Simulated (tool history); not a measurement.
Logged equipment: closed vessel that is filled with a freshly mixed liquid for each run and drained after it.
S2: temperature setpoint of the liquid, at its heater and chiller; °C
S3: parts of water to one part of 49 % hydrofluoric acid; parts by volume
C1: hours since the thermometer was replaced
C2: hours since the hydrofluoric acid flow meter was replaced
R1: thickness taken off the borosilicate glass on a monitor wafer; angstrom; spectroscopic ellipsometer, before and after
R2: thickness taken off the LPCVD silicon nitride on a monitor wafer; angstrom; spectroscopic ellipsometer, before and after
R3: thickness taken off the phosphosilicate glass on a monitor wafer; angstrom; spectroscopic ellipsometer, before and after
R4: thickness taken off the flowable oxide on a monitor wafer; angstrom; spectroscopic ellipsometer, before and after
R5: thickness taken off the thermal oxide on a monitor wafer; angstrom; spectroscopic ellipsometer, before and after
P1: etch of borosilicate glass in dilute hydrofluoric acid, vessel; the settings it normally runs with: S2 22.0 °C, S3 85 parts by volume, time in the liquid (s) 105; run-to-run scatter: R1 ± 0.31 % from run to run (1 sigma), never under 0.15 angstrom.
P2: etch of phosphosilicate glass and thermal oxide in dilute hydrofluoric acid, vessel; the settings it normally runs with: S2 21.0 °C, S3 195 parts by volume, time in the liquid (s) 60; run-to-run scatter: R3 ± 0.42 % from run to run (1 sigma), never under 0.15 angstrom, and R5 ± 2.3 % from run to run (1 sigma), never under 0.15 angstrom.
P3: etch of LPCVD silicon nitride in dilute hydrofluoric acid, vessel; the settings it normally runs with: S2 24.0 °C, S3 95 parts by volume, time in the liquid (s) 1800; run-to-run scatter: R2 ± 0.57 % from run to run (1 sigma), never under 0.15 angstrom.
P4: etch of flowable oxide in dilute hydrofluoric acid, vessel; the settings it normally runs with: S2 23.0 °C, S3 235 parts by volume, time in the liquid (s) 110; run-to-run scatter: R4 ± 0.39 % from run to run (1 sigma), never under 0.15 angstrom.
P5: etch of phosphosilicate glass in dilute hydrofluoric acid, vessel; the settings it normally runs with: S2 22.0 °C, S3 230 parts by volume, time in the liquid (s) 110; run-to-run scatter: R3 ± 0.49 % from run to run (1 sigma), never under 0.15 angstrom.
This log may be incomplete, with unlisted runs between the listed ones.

{"run": 1, "hour": 11.9, "process that ran": "P1", "S2": 22.0, "S3": 85, "time in the liquid (s)": 105, "C1": 168.7, "C2": 292.8, "R1": 355.5}
{"run": 2, "hour": 25.9, "process that ran": "P3", "S2": 24.0, "S3": 95, "time in the liquid (s)": 1800, "C1": 182.7, "C2": 306.8, "R2": 95.768}
{"run": 3, "hour": 42.1, "process that ran": "P5", "S2": 17.0, "S3": 230, "time in the liquid (s)": 110, "C1": 198.9, "C2": 323.0, "R3": 369.23}
{"run": 4, "hour": 53.1, "process that ran": "P1", "S2": 22.0, "S3": 120, "time in the liquid (s)": 105, "C1": 209.9, "C2": 334.0, "R1": 243.94}
{"run": 5, "hour": 61.7, "process that ran": "P3", "S2": 24.0, "S3": 95, "time in the liquid (s)": 1800, "C1": 218.5, "C2": 342.6, "R2": 94.521}
{"run": 6, "hour": 75.1, "process that ran": "P4", "S2": 23.0, "S3": 235, "time in the liquid (s)": 30, "C1": 231.9, "C2": 356.0, "R4": 41.434}
{"run": 7, "hour": 92.1, "process that ran": "P4", "S2": 23.0, "S3": 235, "time in the liquid (s)": 110, "C1": 248.9, "C2": 373.0, "R4": 152.18}
{"run": 8, "hour": 102.6, "process that ran": "P1", "S2": 22.0, "S3": 85, "time in the liquid (s)": 105, "C1": 259.4, "C2": 383.5, "R1": 357.54}
{"run": 9, "hour": 111.7, "process that ran": "P2", "S2": 28.5, "S3": 195, "time in the liquid (s)": 60, "C1": 268.5, "C2": 392.6, "R3": 416.49, "R5": 14.295}
{"run": 10, "hour": 124.8, "process that ran": "P1", "S2": 22.0, "S3": 85, "time in the liquid (s)": 105, "C1": 281.6, "C2": 405.7, "R1": 356.63}
{"run": 11, "hour": 133.9, "process that ran": "P1", "S2": 30.0, "S3": 85, "time in the liquid (s)": 105, "C1": 290.7, "C2": 414.8, "R1": 490.69}
{"run": 12, "hour": 146.5, "process that ran": "P5", "S2": 22.0, "S3": 230, "time in the liquid (s)": 205, "C1": 303.3, "C2": 427.4, "R3": 840.1}
{"run": 13, "hour": 159.4, "process that ran": "P3", "S2": 24.0, "S3": 20, "time in the liquid (s)": 1800, "C1": 316.2, "C2": 440.3, "R2": 435.02}
{"run": 14, "hour": 172.1, "process that ran": "P1", "S2": 22.0, "S3": 85, "time in the liquid (s)": 105, "C1": 328.9, "C2": 453.0, "R1": 357.74}
{"run": 15, "hour": 183.9, "process that ran": "P1", "S2": 17.5, "S3": 85, "time in the liquid (s)": 105, "C1": 340.7, "C2": 464.8, "R1": 295.6}
{"run": 16, "hour": 194.4, "process that ran": "P5", "S2": 22.0, "S3": 80, "time in the liquid (s)": 110, "C1": 351.2, "C2": 475.3, "R3": 1517.8}
{"run": 17, "hour": 209.6, "process that ran": "P2", "S2": 21.0, "S3": 195, "time in the liquid (s)": 60, "C1": 366.4, "C2": 490.5, "R3": 316.67, "R5": 11.336}
{"run": 18, "hour": 223.6, "process that ran": "P1", "S2": 26.0, "S3": 140, "time in the liquid (s)": 105, "C1": 380.4, "C2": 504.5, "R1": 237.27}
{"run": 19, "hour": 238.4, "process that ran": "P4", "S2": 23.0, "S3": 425, "time in the liquid (s)": 110, "C1": 395.2, "C2": 519.3, "R4": 70.286}
{"run": 20, "hour": 246.5, "process that ran": "P2", "S2": 21.0, "S3": 195, "time in the liquid (s)": 60, "C1": 403.3, "C2": 527.4, "R3": 317.13, "R5": 10.67}
{"run": 21, "hour": 256.3, "process that ran": "P2", "S2": 21.0, "S3": 195, "time in the liquid (s)": 30, "C1": 413.1, "C2": 537.2, "R3": 158.22, "R5": 5.5713}
{"run": 22, "hour": 270.8, "process that ran": "P4", "S2": 17.0, "S3": 235, "time in the liquid (s)": 110, "C1": 427.6, "C2": 551.7, "R4": 120.53}
{"run": 23, "hour": 286.9, "process that ran": "P1", "S2": 22.0, "S3": 150, "time in the liquid (s)": 50, "C1": 443.7, "C2": 567.8, "R1": 89.452}
{"run": 24, "hour": 299.1, "process that ran": "P1", "S2": 22.0, "S3": 85, "time in the liquid (s)": 170, "C1": 455.9, "C2": 580.0, "R1": 579.33}
{"run": 25, "hour": 310.6, "process that ran": "P3", "S2": 17.0, "S3": 95, "time in the liquid (s)": 1800, "C1": 467.4, "C2": 591.5, "R2": 59.52}
{"run": 26, "hour": 320.6, "process that ran": "P5", "S2": 22.0, "S3": 230, "time in the liquid (s)": 110, "C1": 477.4, "C2": 601.5, "R3": 446.88}
{"run": 27, "hour": 333.9, "process that ran": "P2", "S2": 21.0, "S3": 30, "time in the liquid (s)": 60, "C1": 490.7, "C2": 614.8, "R3": 2452.8, "R5": 83.404}
{"run": 28, "hour": 341.4, "process that ran": "P1", "S2": 22.0, "S3": 35, "time in the liquid (s)": 105, "C1": 498.2, "C2": 622.3, "R1": 924.53}
{"run": 29, "hour": 349.6, "process that ran": "P1", "S2": 22.0, "S3": 85, "time in the liquid (s)": 30, "C1": 506.4, "C2": 630.5, "R1": 102.14}
{"run": 30, "hour": 362.8, "process that ran": "P3", "S2": 24.0, "S3": 95, "time in the liquid (s)": 30, "C1": 519.6, "C2": 643.7, "R2": 1.3578}
{"run": 31, "hour": 371.0, "process that ran": "P1", "S2": 22.0, "S3": 85, "time in the liquid (s)": 105, "C1": 527.8, "C2": 651.9, "R1": 356.44}
{"run": 32, "hour": 382.3, "process that ran": "P1", "S2": 22.0, "S3": 85, "time in the liquid (s)": 105, "C1": 539.1, "C2": 663.2, "R1": 369.51}
{"run": 33, "hour": 394.9, "process that ran": "P1", "S2": 22.0, "S3": 85, "time in the liquid (s)": 105, "C1": 551.7, "C2": 675.8, "R1": 378.51}
{"run": 34, "hour": 411.6, "process that ran": "P1", "S2": 22.0, "S3": 85, "time in the liquid (s)": 105, "C1": 568.4, "C2": 692.5, "R1": 381.25}
{"run": 35, "hour": 427.0, "process that ran": "P1", "S2": 22.0, "S3": 85, "time in the liquid (s)": 105, "C1": 583.8, "C2": 707.9, "R1": 383.7}
{"run": 36, "hour": 434.9, "process that ran": "P1", "S2": 22.0, "S3": 85, "time in the liquid (s)": 105, "C1": 591.7, "C2": 715.8, "R1": 383.53}
{"run": 37, "hour": 444.0, "process that ran": "P1", "S2": 22.0, "S3": 85, "time in the liquid (s)": 105, "C1": 600.8, "C2": 724.9, "R1": 386.01}
{"run": 38, "hour": 454.1, "process that ran": "P1", "S2": 22.0, "S3": 85, "time in the liquid (s)": 105, "C1": 610.9, "C2": 735.0, "R1": 385.82}

The output of P1 has drifted from where it used to be. Each of the 2 causes below, taken at the size shown beside it, accounts for the log equally well:
A: liquid hotter than its thermometer reads (K) = 1.86
B: hydrofluoric acid flow above the setpoint (%) = 7.09
The drift started at roughly hour 371.0.

Which of the 4 check runs listed below separates the causes, so that each cause would produce a clearly different result? Each run uses one wafer, and its results are marked with question marks.
{"run": "check 1", "hour": 464.2, "process that ran": "P4", "S2": 17.0, "S3": 235, "time in the liquid (s)": 60, "R4": "?"}
{"run": "check 2", "hour": 464.2, "process that ran": "P3", "S2": 17.0, "S3": 95, "time in the liquid (s)": 1800, "R2": "?"}
{"run": "check 3", "hour": 464.2, "process that ran": "P5", "S2": 17.0, "S3": 115, "time in the liquid (s)": 110, "R3": "?"}
{"run": "check 4", "hour": 464.2, "process that ran": "P2", "S2": 21.0, "S3": 35, "time in the liquid (s)": 30, "R3": "?", "R5": "?"}

Check results expected under each cause:
check=check_1 result=R4 if_A=71.134 if_B=71.871
check=check_2 result=R2 if_A=67.6310 if_B=63.5250
check=check_3 result=R3 if_A=890.54 if_B=889.76
check=check_4 result=R3 if_A=1141.10 if_B=1132.80
check=check_4 result=R5 if_A=39.5510 if_B=39.2660
Smallest distance between any two causes, each pair judged by its most separating result, in per cent: check 1 1.03 %; check 2 6.26 %; check 3 0.09 %; check 4 0.72 %
The causes can be told apart only by check 2. The other checks would give nearly the same results under each of them.

Here is what check 2 returned: R2 63.6440 angstrom. Which cause is it?

Of the candidate causes, it is B: hydrofluoric acid flow above the setpoint (%).

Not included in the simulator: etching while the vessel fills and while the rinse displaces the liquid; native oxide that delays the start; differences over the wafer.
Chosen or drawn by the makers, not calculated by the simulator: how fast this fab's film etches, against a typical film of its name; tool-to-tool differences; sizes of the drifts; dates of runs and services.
